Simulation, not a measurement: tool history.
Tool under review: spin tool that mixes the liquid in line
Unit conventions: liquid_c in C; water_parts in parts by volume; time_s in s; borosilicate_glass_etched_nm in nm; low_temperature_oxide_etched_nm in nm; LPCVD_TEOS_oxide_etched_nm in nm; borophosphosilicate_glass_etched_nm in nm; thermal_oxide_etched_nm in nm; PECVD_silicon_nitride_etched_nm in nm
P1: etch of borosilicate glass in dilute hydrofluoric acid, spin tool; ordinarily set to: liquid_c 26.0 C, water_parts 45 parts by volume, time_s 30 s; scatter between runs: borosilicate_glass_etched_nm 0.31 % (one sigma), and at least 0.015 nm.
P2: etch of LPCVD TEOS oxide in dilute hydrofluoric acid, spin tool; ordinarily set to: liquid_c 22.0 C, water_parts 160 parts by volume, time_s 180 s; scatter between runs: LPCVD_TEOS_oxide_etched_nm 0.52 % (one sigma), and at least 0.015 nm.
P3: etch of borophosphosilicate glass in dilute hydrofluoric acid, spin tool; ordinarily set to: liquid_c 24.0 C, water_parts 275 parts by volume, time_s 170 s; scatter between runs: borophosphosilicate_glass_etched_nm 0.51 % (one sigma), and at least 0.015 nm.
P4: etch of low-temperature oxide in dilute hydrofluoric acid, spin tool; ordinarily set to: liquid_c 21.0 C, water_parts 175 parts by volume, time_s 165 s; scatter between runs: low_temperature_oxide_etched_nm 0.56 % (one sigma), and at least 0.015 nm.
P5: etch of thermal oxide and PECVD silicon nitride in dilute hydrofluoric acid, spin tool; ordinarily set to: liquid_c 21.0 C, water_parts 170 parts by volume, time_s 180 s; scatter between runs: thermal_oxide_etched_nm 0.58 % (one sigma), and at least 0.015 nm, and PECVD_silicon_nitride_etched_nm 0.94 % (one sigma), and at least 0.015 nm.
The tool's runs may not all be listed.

run   hour  process  liquid_c  water_parts  time_s  hours since the thermometer was replaced  hours since the hydrofluoric acid flow meter was replaced  borosilicate_glass_etched_nm  low_temperature_oxide_etched_nm  LPCVD_TEOS_oxide_etched_nm  borophosphosilicate_glass_etched_nm  thermal_oxide_etched_nm  PECVD_silicon_nitride_etched_nm
  1    5.9       P1      26.0           45      30                                     643.4                                                      599.6                       15.1650
  2   12.5       P1      21.0           45      15                                     650.0                                                      606.2                        6.1832
  3   20.4       P1      26.0           45      30                                     657.9                                                      614.1                       15.1310
  4   27.9       P4      21.0           35     165                                     665.4                                                      621.6                                                       103.4900
  5   38.2       P2      22.0          160     180                                     675.7                                                      631.9                                                                                     16.414
  6   48.1       P3      24.0           65     170                                     685.6                                                      641.8                                                                                                                        169.5300
  7   55.5       P4      21.0          175     165                                     693.0                                                      649.2                                                        17.6930
  8   62.7       P3      20.5          275     170                                     700.2                                                      656.4                                                                                                                         27.9670
  9   68.8       P2      22.0           75     180                                     706.3                                                      662.5                                                                                     38.360
 10   76.8       P5      21.0          170     180                                     714.3                                                      670.5                                                                                                                                                   4.2724                           2.6297
 11   87.0       P5      21.0          245     180                                     724.5                                                      680.7                                                                                                                                                   2.7125                           1.8359
 12   93.4       P4      17.0          175     165                                     730.9                                                      687.1                                                        14.8880
 13   98.9       P3      24.0          275     170                                     736.4                                                      692.6                                                                                                                         31.7140
 14  104.0       P2      22.0          160     325                                     741.5                                                      697.7                                                                                     29.785
     113.7  -- hydrofluoric acid flow meter replaced
 15  114.2       P3      24.0          275      20                                     751.7                                                        0.5                                                                                                                          3.7265
 16  124.7       P1      26.0           45      30                                     762.2                                                       11.0                       15.1000
 17  129.7       P2      28.5          160     180                                     767.2                                                       16.0                                                                                     20.825
 18  135.8       P1      26.0           45      30                                     773.3                                                       22.1                       15.1800
 19  144.0       P1      26.0           45      65                                     781.5                                                       30.3                       32.7850
 20  154.5       P1      26.0           45      30                                     792.0                                                       40.8                       15.1840
 21  161.4       P1      32.5           45      30                                     798.9                                                       47.7                       19.6700
 22  170.6       P1      19.0           60      30                                     808.1                                                       56.9                        8.3177
 23  176.9       P4      21.0          175      15                                     814.4                                                       63.2                                                         1.5944
 24  183.9       P2      22.0          160     180                                     821.4                                                       70.2                                                                                     16.293
 25  194.5       P5      21.0          170     365                                     832.0                                                       80.8                                                                                                                                                   8.5499                           5.3804
 26  205.6       P1      26.0           80      30                                     843.1                                                       91.9                        8.1447
 27  215.9       P5      21.0          170     180                                     853.4                                                      102.2                                                                                                                                                   4.2674                           2.5837
 28  221.6       P1      26.0           25      30                                     859.1                                                      107.9                       27.9970
 29  231.7       P1      26.0           65      15                                     869.2                                                      118.0                        5.1263
 30  238.5       P1      26.0           45      15                                     876.0                                                      124.8                        7.6083
 31  245.0       P5      17.0          170     180                                     882.5                                                      131.3                                                                                                                                                   3.5812                           2.0420
 32  251.1       P4      21.0          175     165                                     888.6                                                      137.4                                                        17.5390
 33  256.1       P1      18.5           45      30                                     893.6                                                      142.4                       10.9890
 34  265.2       P1      26.0           45      30                                     902.7                                                      151.5                       15.0920
 35  273.2       P1      26.0           45      30                                     910.7                                                      159.5                       15.1660
 36  280.9       P1      26.0           45      30                                     918.4                                                      167.2                       15.6000
 37  286.1       P1      26.0           45      30                                     923.6                                                      172.4                       15.8610
 38  295.6       P1      26.0           45      30                                     933.1                                                      181.9                       16.1360
 39  306.7       P1      26.0           45      30                                     944.2                                                      193.0                       16.2110
 40  317.4       P1      26.0           45      30                                     954.9                                                      203.7                       16.2810
 41  326.8       P1      26.0           45      30                                     964.3                                                      213.1                       16.2500

P1 has crept away from where it was. The log is fitted equally well by each of these 2 causes, at the sizes shown:
A: hydrofluoric acid flow above the setpoint (%) = 7.18
B: liquid hotter than its thermometer reads (K) = 1.83
Creep in the process output first set in at about hour 273.2.

Each of the check runs listed below is run on 3 wafers and reports their average, with the results left as question marks. Pick the one under which the possible causes would lead to clearly different results.
check 1  336.2       P5      17.0          170     180                                                                                                                                                                                                                                                             ?                                ?
check 2  336.2       P3      24.0           90      90                                                                                                                                                                                                                                    ?
check 3  336.2       P2      22.0          100     305                                                                                                                                                                                               ?
check 4  336.2       P4      21.0           40      45                                                                                                                                                                   ?

Expected result of each check under each candidate cause:
  check                               result     if A     if B
check 1              thermal_oxide_etched_nm   3.9065   3.8804
check 1      PECVD_silicon_nitride_etched_nm   2.1506   2.2766
check 2  borophosphosilicate_glass_etched_nm  68.1770  67.8740
check 3           LPCVD_TEOS_oxide_etched_nm   51.201   50.996
check 4      low_temperature_oxide_etched_nm  26.4040  26.5220
Distance between the nearest two causes, measured in the result of the check that separates them most: check 1 5.69 %; check 2 0.45 %; check 3 0.4 %; check 4 0.45 %
The causes can be told apart only by check 1. The other checks would give nearly the same results under each of them.

Here is what check 1 returned: thermal_oxide_etched_nm 3.8891 nm; PECVD_silicon_nitride_etched_nm 2.1526 nm. Which cause is it?

Of the candidate causes, it is A: hydrofluoric acid flow above the setpoint (%).
